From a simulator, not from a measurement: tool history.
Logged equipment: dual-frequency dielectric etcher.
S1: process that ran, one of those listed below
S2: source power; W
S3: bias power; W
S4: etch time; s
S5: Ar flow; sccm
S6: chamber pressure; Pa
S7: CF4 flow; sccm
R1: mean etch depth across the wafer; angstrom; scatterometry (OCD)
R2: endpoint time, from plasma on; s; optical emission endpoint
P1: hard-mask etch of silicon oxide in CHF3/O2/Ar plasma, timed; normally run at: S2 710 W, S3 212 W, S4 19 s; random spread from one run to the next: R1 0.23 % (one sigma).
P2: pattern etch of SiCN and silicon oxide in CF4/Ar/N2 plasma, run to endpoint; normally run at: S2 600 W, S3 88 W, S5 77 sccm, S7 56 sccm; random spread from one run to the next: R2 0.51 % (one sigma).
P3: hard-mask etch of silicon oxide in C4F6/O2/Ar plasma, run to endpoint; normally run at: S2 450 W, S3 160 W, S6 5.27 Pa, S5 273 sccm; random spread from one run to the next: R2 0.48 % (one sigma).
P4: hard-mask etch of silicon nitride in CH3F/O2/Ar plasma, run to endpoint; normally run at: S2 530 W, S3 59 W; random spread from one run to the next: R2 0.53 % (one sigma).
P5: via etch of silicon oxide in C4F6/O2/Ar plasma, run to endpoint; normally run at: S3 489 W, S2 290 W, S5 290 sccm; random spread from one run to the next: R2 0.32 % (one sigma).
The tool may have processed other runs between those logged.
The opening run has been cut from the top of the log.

run 2 hour=17.3 | S1=P5 S2=290 S3=489 S5=290 | R2=21.182
run 3 hour=25.6 | S1=P1 S2=710 S3=212 S4=19 | R1=432.18
run 4 hour=37.2 | S1=P3 S2=560 S3=160 S5=273 S6=5.27 | R2=78.428
run 5 hour=49.5 | S1=P3 S2=450 S3=95 S5=273 S6=5.27 | R2=99.274
run 6 hour=58.3 | S1=P4 S2=530 S3=59 | R2=37.036
run 7 hour=66.5 | S1=P3 S2=450 S3=160 S5=273 S6=5.27 | R2=85.647
run 8 hour=73.7 | S1=P1 S2=960 S3=212 S4=19 | R1=484.27
run 9 hour=87.5 | S1=P1 S2=530 S3=212 S4=19 | R1=385.72
run 10 hour=93.6 | S1=P1 S2=710 S3=212 S4=15 | R1=339.36
run 11 hour=102.8 | S1=P1 S2=710 S3=212 S4=19 | R1=433.59
run 12 hour=115.2 | S1=P3 S2=450 S3=160 S5=385 S6=5.27 | R2=88.68
run 13 hour=125.5 | S1=P4 S2=530 S3=78 | R2=33.68
run 14 hour=138 | S1=P3 S2=450 S3=160 S5=273 S6=5.27 | R2=85.628
run 15 hour=152 | S1=P2 S2=600 S3=88 S5=104 S7=56 | R2=9.5796
run 16 hour=165.9 | S1=P1 S2=860 S3=212 S4=11 | R1=268.18
run 17 hour=173.2 | S1=P2 S2=600 S3=88 S5=77 S7=79 | R2=8.7585
run 18 hour=183.8 | S1=P2 S2=600 S3=88 S5=77 S7=56 | R2=9.2272
run 19 hour=197.5 | S1=P2 S2=600 S3=118 S5=77 S7=56 | R2=8.2641
run 20 hour=206.3 | S1=P1 S2=710 S3=133 S4=19 | R1=369.57

Run 21 has not been measured yet. What should we expect?
run 21 hour=219.9 | S1=P1 S2=910 S3=212 S4=23.5 | R1=?

{"run 21": {"R1": 584.12}}
